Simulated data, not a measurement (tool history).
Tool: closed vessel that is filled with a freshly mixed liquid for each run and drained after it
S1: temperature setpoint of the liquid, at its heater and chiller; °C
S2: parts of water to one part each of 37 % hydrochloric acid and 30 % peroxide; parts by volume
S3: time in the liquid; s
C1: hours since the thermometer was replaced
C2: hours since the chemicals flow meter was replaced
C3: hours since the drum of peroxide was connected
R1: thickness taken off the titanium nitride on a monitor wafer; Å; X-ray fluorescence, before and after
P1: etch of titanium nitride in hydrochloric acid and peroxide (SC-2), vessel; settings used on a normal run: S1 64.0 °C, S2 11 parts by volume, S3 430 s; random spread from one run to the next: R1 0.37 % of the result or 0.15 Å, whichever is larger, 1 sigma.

run,hour,S1,S2,S3,C1,C2,C3,R1
1,7.5,64.0,11,430,396.9,488.3,209.3,162.120
2,19.8,64.0,20,430,409.2,500.6,221.6,96.188
3,30.8,50.0,11,430,420.2,511.6,232.6,66.421
4,42.6,64.0,11,430,432.0,523.4,244.4,163.170
5,49.6,64.0,11,430,439.0,530.4,251.4,162.170
6,61.3,64.0,4,430,450.7,542.1,263.1,351.410
7,72.1,64.0,11,30,461.5,552.9,273.9,11.182
8,84.3,51.5,16,430,473.7,565.1,286.1,53.089
9,90.0,72.0,11,430,479.4,570.8,291.8,263.460
10,99.8,64.0,11,815,489.2,580.6,301.6,308.430
11,111.6,64.0,11,430,501.0,592.4,313.4,161.130
12,120.0,64.0,11,430,509.4,600.8,321.8,162.900
13,125.4,64.0,11,430,514.8,606.2,327.2,159.800
14,133.8,64.0,11,430,523.2,614.6,335.6,155.850
15,139.3,64.0,11,430,528.7,620.1,341.1,152.710
16,150.8,64.0,11,430,540.2,631.6,352.6,150.900

Run 17, settings as shown, results not yet in. Your forecast:
17,158.2,64.0,11,430,547.6,639.0,360.0,?

{"run 17": {"R1": 151.94}}
